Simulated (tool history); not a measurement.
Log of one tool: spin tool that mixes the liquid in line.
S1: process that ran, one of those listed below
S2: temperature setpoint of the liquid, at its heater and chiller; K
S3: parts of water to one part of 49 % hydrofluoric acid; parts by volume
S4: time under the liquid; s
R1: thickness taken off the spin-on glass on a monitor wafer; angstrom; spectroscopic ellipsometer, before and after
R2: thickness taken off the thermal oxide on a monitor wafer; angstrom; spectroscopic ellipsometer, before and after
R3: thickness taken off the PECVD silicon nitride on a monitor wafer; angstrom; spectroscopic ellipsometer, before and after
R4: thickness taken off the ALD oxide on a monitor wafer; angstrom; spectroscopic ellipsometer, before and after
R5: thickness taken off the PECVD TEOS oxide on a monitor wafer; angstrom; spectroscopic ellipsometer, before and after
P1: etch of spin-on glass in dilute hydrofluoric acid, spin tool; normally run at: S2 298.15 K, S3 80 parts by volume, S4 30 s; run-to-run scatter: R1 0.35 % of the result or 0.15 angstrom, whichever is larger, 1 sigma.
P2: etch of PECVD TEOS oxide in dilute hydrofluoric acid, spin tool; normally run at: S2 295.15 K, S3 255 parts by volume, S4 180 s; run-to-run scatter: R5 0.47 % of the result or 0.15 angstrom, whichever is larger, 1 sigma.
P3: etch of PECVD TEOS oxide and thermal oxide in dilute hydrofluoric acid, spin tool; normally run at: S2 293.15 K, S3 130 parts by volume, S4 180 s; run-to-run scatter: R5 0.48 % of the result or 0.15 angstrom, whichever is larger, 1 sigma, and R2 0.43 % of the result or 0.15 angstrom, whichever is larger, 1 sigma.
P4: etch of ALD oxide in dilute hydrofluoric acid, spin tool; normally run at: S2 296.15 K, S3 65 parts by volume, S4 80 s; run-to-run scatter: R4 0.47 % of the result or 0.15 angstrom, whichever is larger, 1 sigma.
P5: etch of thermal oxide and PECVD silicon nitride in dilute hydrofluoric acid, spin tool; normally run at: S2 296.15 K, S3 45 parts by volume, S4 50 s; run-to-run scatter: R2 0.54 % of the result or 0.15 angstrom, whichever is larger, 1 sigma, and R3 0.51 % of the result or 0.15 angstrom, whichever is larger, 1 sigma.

run	hour	S1	S2	S3	S4	R1	R2	R3	R4	R5
1	8.8	P1	298.15	80	30	128.48				
2	18.9	P5	296.15	45	15		16.409	14.783		
3	27.9	P4	296.15	65	80				256.90	
4	38.9	P3	293.15	130	180		56.000			124.340
5	46.6	P2	295.15	255	85					43.614
6	59.0	P2	295.15	135	180					198.480
7	67.8	P5	292.65	45	50		47.173	39.304		
8	77.7	P5	296.15	30	50		84.016	74.543		
9	88.4	P2	295.15	255	180					92.286
10	95.6	P5	296.15	45	50		54.499	50.625		
11	103.2	P4	296.15	25	80				708.39	
12	111.3	P3	293.15	130	35		10.944			24.167
13	120.9	P3	290.15	130	180		49.355			109.560
14	134.2	P2	291.65	255	180					82.201
15	145.8	P3	293.15	30	180		273.500			600.050
16	151.5	P1	298.15	40	30	270.71				
17	158.3	P1	302.65	80	30	151.45				
18	168.4	P1	298.15	80	60	254.88				
19	176.3	P4	302.65	65	80				334.21	
20	183.8	P1	298.15	120	30	81.10				

Run 21 comes next. What will it give?
21	194.0	P1	292.65	80	30	?				

Run 21 gave R1 102.23 angstrom.
